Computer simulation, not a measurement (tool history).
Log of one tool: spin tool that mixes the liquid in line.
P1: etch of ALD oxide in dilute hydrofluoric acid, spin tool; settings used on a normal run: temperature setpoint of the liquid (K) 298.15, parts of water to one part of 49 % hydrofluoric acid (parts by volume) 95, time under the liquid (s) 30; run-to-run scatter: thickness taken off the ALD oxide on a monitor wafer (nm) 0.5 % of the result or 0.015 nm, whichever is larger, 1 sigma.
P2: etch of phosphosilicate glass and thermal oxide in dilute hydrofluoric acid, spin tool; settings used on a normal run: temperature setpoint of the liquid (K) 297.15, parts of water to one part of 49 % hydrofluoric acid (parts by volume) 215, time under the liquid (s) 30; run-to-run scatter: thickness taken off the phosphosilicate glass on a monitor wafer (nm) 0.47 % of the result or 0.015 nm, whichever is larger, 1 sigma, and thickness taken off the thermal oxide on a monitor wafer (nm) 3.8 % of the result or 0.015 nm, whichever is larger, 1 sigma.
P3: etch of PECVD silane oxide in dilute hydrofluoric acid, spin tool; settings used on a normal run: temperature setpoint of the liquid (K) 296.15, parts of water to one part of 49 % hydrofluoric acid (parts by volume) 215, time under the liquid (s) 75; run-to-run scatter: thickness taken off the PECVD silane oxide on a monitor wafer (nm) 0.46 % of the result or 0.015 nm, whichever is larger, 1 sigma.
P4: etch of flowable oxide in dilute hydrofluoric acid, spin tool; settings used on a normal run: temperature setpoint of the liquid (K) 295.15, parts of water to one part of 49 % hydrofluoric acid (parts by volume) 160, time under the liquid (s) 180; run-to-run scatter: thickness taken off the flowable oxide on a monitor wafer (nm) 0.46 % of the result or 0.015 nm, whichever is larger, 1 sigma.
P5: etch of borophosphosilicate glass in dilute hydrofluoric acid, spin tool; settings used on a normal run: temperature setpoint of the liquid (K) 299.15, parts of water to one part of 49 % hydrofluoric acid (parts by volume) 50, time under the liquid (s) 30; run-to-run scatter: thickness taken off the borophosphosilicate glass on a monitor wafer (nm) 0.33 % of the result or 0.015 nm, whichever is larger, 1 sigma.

| run | day | process that ran | temperature setpoint of the liquid (K) | parts of water to one part of 49 % hydrofluoric acid (parts by volume) | time under the liquid (s) | thickness taken off the ALD oxide on a monitor wafer (nm) | thickness taken off the borophosphosilicate glass on a monitor wafer (nm) | thickness taken off the PECVD silane oxide on a monitor wafer (nm) | thickness taken off the flowable oxide on a monitor wafer (nm) | thickness taken off the phosphosilicate glass on a monitor wafer (nm) | thickness taken off the thermal oxide on a monitor wafer (nm) |
|---|---|---|---|---|---|---|---|---|---|---|---|
| 1 | 0.312 | P1 | 298.15 | 95 | 30 | 10.6520 |  |  |  |  |  |
| 2 | 0.504 | P5 | 299.15 | 50 | 30 |  | 30.072 |  |  |  |  |
| 3 | 0.821 | P1 | 298.15 | 95 | 15 | 5.3454 |  |  |  |  |  |
| 4 | 1.017 | P3 | 296.15 | 380 | 75 |  |  | 3.3868 |  |  |  |
| 5 | 1.262 | P4 | 295.15 | 160 | 180 |  |  |  | 29.760 |  |  |
| 6 | 1.558 | P5 | 299.15 | 90 | 30 |  | 15.801 |  |  |  |  |
| 7 | 1.862 | P4 | 295.15 | 160 | 180 |  |  |  | 29.785 |  |  |
| 8 | 2.254 | P1 | 298.15 | 20 | 30 | 55.9720 |  |  |  |  |  |
| 9 | 2.508 | P4 | 290.15 | 160 | 180 |  |  |  | 24.402 |  |  |
| 10 | 2.812 | P2 | 297.15 | 215 | 15 |  |  |  |  | 9.1852 | 0.29906 |
| 11 | 3.212 | P1 | 304.65 | 95 | 15 | 6.7536 |  |  |  |  |  |
| 12 | 3.396 | P1 | 298.15 | 95 | 30 | 10.6110 |  |  |  |  |  |
| 13 | 3.588 | P4 | 295.15 | 160 | 350 |  |  |  | 57.646 |  |  |
| 14 | 3.775 | P2 | 291.65 | 215 | 30 |  |  |  |  | 15.0760 | 0.45253 |
| 15 | 3.962 | P5 | 292.15 | 50 | 30 |  | 22.486 |  |  |  |  |
| 16 | 4.192 | P1 | 301.65 | 60 | 30 | 20.2460 |  |  |  |  |  |
| 17 | 4.488 | P3 | 296.15 | 215 | 75 |  |  | 6.9653 |  |  |  |
| 18 | 4.871 | P3 | 303.65 | 215 | 75 |  |  | 9.1293 |  |  |  |
| 19 | 5.225 | P1 | 298.15 | 95 | 30 | 10.6070 |  |  |  |  |  |
| 20 | 5.583 | P4 | 295.15 | 70 | 180 |  |  |  | 75.462 |  |  |

Forecast run 21:
| 21 | 5.950 | P2 | 297.15 | 215 | 30 |  |  |  |  | ? | ? |

Run 21 yielded thickness taken off the phosphosilicate glass on a monitor wafer (nm) 18.5370, thickness taken off the thermal oxide on a monitor wafer (nm) 0.59607.

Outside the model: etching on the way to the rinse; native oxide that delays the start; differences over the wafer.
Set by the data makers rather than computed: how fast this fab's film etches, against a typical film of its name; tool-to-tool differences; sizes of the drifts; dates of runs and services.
